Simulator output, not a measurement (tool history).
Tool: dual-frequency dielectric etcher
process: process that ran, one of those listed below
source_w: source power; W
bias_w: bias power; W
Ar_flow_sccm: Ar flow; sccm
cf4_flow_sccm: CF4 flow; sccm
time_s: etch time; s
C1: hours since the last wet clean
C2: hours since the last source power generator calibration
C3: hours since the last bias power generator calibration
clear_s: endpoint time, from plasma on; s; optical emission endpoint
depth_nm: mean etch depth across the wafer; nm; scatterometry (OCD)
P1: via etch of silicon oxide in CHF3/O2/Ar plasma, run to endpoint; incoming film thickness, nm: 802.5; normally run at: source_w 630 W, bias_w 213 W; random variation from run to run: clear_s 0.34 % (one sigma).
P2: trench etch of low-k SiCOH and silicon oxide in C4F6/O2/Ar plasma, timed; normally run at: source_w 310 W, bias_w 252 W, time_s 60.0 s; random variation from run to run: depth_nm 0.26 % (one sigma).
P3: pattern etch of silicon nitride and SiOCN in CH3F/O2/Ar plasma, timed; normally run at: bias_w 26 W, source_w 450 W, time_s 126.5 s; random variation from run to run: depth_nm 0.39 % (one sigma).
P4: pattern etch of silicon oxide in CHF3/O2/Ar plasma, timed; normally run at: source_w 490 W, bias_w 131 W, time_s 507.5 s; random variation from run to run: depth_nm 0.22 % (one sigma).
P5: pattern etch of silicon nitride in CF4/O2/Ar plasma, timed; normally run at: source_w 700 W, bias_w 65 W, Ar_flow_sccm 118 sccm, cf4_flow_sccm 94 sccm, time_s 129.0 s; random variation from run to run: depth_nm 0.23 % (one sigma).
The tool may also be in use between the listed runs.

{"run": 1, "hour": 5.7, "process": "P1", "source_w": 630, "bias_w": 213, "C1": 413.3, "C2": 827.2, "C3": 835.6, "clear_s": 379.62}
{"run": 2, "hour": 10.9, "process": "P1", "source_w": 430, "bias_w": 213, "C1": 418.5, "C2": 832.4, "C3": 840.8, "clear_s": 440.3}
{"run": 3, "hour": 15.7, "process": "P1", "source_w": 630, "bias_w": 254, "C1": 423.3, "C2": 837.2, "C3": 845.6, "clear_s": 358.35}
{"run": 4, "hour": 20.2, "process": "P5", "source_w": 700, "bias_w": 65, "Ar_flow_sccm": 68, "cf4_flow_sccm": 94, "time_s": 129.0, "C1": 427.8, "C2": 841.7, "C3": 850.1, "depth_nm": 366.59}
{"run": 5, "hour": 25.1, "process": "P1", "source_w": 890, "bias_w": 213, "C1": 432.7, "C2": 846.6, "C3": 855.0, "clear_s": 334.6}
{"run": 6, "hour": 30.6, "process": "P1", "source_w": 630, "bias_w": 149, "C1": 438.2, "C2": 852.1, "C3": 860.5, "clear_s": 431.06}
{"run": 7, "hour": 34.4, "process": "P5", "source_w": 700, "bias_w": 65, "Ar_flow_sccm": 118, "cf4_flow_sccm": 130, "time_s": 129.0, "C1": 442.0, "C2": 855.9, "C3": 864.3, "depth_nm": 359.48}
{"run": 8, "hour": 41.5, "process": "P4", "source_w": 490, "bias_w": 161, "time_s": 507.5, "C1": 449.1, "C2": 863.0, "C3": 871.4, "depth_nm": 893.81}
{"run": 9, "hour": 45.8, "process": "P2", "source_w": 310, "bias_w": 252, "time_s": 60.0, "C1": 453.4, "C2": 867.3, "C3": 875.7, "depth_nm": 197.39}
{"run": 10, "hour": 53.8, "process": "P2", "source_w": 310, "bias_w": 314, "time_s": 60.0, "C1": 461.4, "C2": 875.3, "C3": 883.7, "depth_nm": 213.87}
{"run": 11, "hour": 57.6, "process": "P1", "source_w": 490, "bias_w": 148, "C1": 465.2, "C2": 879.1, "C3": 887.5, "clear_s": 475.69}
{"run": 12, "hour": 63.0, "process": "P2", "source_w": 200, "bias_w": 252, "time_s": 60.0, "C1": 470.6, "C2": 884.5, "C3": 892.9, "depth_nm": 167.42}
{"hour": 68.7, "done": "bias power generator calibrated"}
{"run": 13, "hour": 70.4, "process": "P1", "source_w": 630, "bias_w": 213, "C1": 478.0, "C2": 891.9, "C3": 1.7, "clear_s": 381.13}
{"run": 14, "hour": 77.2, "process": "P1", "source_w": 630, "bias_w": 213, "C1": 484.8, "C2": 898.7, "C3": 8.5, "clear_s": 380.99}
{"run": 15, "hour": 82.3, "process": "P2", "source_w": 310, "bias_w": 252, "time_s": 88.0, "C1": 489.9, "C2": 903.8, "C3": 13.6, "depth_nm": 289.69}
{"run": 16, "hour": 88.4, "process": "P4", "source_w": 490, "bias_w": 131, "time_s": 507.5, "C1": 496.0, "C2": 909.9, "C3": 19.7, "depth_nm": 836.05}
{"run": 17, "hour": 94.5, "process": "P1", "source_w": 630, "bias_w": 213, "C1": 502.1, "C2": 916.0, "C3": 25.8, "clear_s": 381.59}
{"run": 18, "hour": 98.5, "process": "P2", "source_w": 310, "bias_w": 252, "time_s": 60.0, "C1": 506.1, "C2": 920.0, "C3": 29.8, "depth_nm": 196.67}
{"run": 19, "hour": 102.3, "process": "P4", "source_w": 680, "bias_w": 131, "time_s": 507.5, "C1": 509.9, "C2": 923.8, "C3": 33.6, "depth_nm": 950.7}
{"run": 20, "hour": 106.1, "process": "P3", "source_w": 560, "bias_w": 26, "time_s": 126.5, "C1": 513.7, "C2": 927.6, "C3": 37.4, "depth_nm": 20.159}
{"run": 21, "hour": 113.0, "process": "P5", "source_w": 470, "bias_w": 65, "Ar_flow_sccm": 118, "cf4_flow_sccm": 94, "time_s": 129.0, "C1": 520.6, "C2": 934.5, "C3": 44.3, "depth_nm": 244.5}
{"run": 22, "hour": 116.9, "process": "P3", "source_w": 450, "bias_w": 26, "time_s": 126.5, "C1": 524.5, "C2": 938.4, "C3": 48.2, "depth_nm": 18.744}
{"run": 23, "hour": 121.7, "process": "P1", "source_w": 630, "bias_w": 213, "C1": 529.3, "C2": 943.2, "C3": 53.0, "clear_s": 381.46}
{"run": 24, "hour": 129.7, "process": "P4", "source_w": 490, "bias_w": 131, "time_s": 368.5, "C1": 537.3, "C2": 951.2, "C3": 61.0, "depth_nm": 605.86}
{"run": 25, "hour": 133.3, "process": "P3", "source_w": 450, "bias_w": 26, "time_s": 155.5, "C1": 540.9, "C2": 954.8, "C3": 64.6, "depth_nm": 23.032}
{"run": 26, "hour": 140.3, "process": "P1", "source_w": 630, "bias_w": 213, "C1": 547.9, "C2": 961.8, "C3": 71.6, "clear_s": 381.86}
{"run": 27, "hour": 145.2, "process": "P5", "source_w": 700, "bias_w": 65, "Ar_flow_sccm": 118, "cf4_flow_sccm": 94, "time_s": 189.5, "C1": 552.8, "C2": 966.7, "C3": 76.5, "depth_nm": 506.01}
{"run": 28, "hour": 150.8, "process": "P3", "source_w": 450, "bias_w": 18, "time_s": 126.5, "C1": 558.4, "C2": 972.3, "C3": 82.1, "depth_nm": 15.883}
{"run": 29, "hour": 156.2, "process": "P5", "source_w": 700, "bias_w": 40, "Ar_flow_sccm": 118, "cf4_flow_sccm": 94, "time_s": 129.0, "C1": 563.8, "C2": 977.7, "C3": 87.5, "depth_nm": 287.23}
{"run": 30, "hour": 162.3, "process": "P5", "source_w": 700, "bias_w": 65, "Ar_flow_sccm": 118, "cf4_flow_sccm": 94, "time_s": 129.0, "C1": 569.9, "C2": 983.8, "C3": 93.6, "depth_nm": 344.93}
{"run": 31, "hour": 169.6, "process": "P1", "source_w": 630, "bias_w": 213, "C1": 577.2, "C2": 991.1, "C3": 100.9, "clear_s": 380.7}
{"run": 32, "hour": 174.7, "process": "P1", "source_w": 630, "bias_w": 213, "C1": 582.3, "C2": 996.2, "C3": 106.0, "clear_s": 384.67}
{"run": 33, "hour": 179.6, "process": "P1", "source_w": 630, "bias_w": 213, "C1": 587.2, "C2": 1001.1, "C3": 110.9, "clear_s": 382.36}
{"run": 34, "hour": 183.3, "process": "P1", "source_w": 630, "bias_w": 213, "C1": 590.9, "C2": 1004.8, "C3": 114.6, "clear_s": 385.51}
{"run": 35, "hour": 188.8, "process": "P1", "source_w": 630, "bias_w": 213, "C1": 596.4, "C2": 1010.3, "C3": 120.1, "clear_s": 387.96}
{"run": 36, "hour": 193.9, "process": "P1", "source_w": 630, "bias_w": 213, "C1": 601.5, "C2": 1015.4, "C3": 125.2, "clear_s": 388.17}
{"run": 37, "hour": 197.9, "process": "P1", "source_w": 630, "bias_w": 213, "C1": 605.5, "C2": 1019.4, "C3": 129.2, "clear_s": 387.16}
{"hour": 202.8, "done": "wet clean of the chamber"}
{"run": 38, "hour": 205.7, "process": "P1", "source_w": 630, "bias_w": 213, "C1": 2.9, "C2": 1027.2, "C3": 137.0, "clear_s": 386.15}
{"run": 39, "hour": 212.0, "process": "P1", "source_w": 630, "bias_w": 213, "C1": 9.2, "C2": 1033.5, "C3": 143.3, "clear_s": 387.45}
{"run": 40, "hour": 219.3, "process": "P1", "source_w": 630, "bias_w": 213, "C1": 16.5, "C2": 1040.8, "C3": 150.6, "clear_s": 389.06}
{"run": 41, "hour": 226.8, "process": "P1", "source_w": 630, "bias_w": 213, "C1": 24.0, "C2": 1048.3, "C3": 158.1, "clear_s": 386.76}
{"run": 42, "hour": 234.7, "process": "P1", "source_w": 630, "bias_w": 213, "C1": 31.9, "C2": 1056.2, "C3": 166.0, "clear_s": 387.08}

What P1 gives has crept away from where it was. These 2 causes fit the log equally well, each at the size given:
A: source power that arrives under what is set, % = 4.39
B: bias power that arrives under what is set, % = 4.82
The creep began at about hour 169.6.
Why every other cause is out:
chamber walls in a state that lowers the etch rate, %: serviced at hour 202.8, which brought nothing back

4 check runs are offered, one wafer each, their results left as question marks. Which one tells the causes apart?
{"run": "check 1", "hour": 242.6, "process": "P4", "source_w": 670, "bias_w": 131, "time_s": 507.5, "depth_nm": "?"}
{"run": "check 2", "hour": 242.6, "process": "P2", "source_w": 260, "bias_w": 252, "time_s": 75.0, "depth_nm": "?"}
{"run": "check 3", "hour": 242.6, "process": "P5", "source_w": 700, "bias_w": 65, "Ar_flow_sccm": 83, "cf4_flow_sccm": 94, "time_s": 129.0, "depth_nm": "?"}
{"run": "check 4", "hour": 242.6, "process": "P3", "source_w": 450, "bias_w": 19, "time_s": 126.5, "depth_nm": "?"}

What each check would give under each cause:
check=check_1 result=depth_nm if_A=927.050 if_B=929.160
check=check_2 result=depth_nm if_A=227.210 if_B=227.190
check=check_3 result=depth_nm if_A=345.940 if_B=353.070
check=check_4 result=depth_nm if_A=16.012 if_B=15.931
How far apart the two closest causes lie, in the result that separates them most: check 1 0.23 %; check 2 0.01 %; check 3 2.04 %; check 4 0.51 %
Check 3 tells the causes apart: in the others they would give nearly the same result.

Then check 3 was run and gave: depth_nm 345.210 nm. Which cause is it?

It is A: source power that arrives under what is set, %.
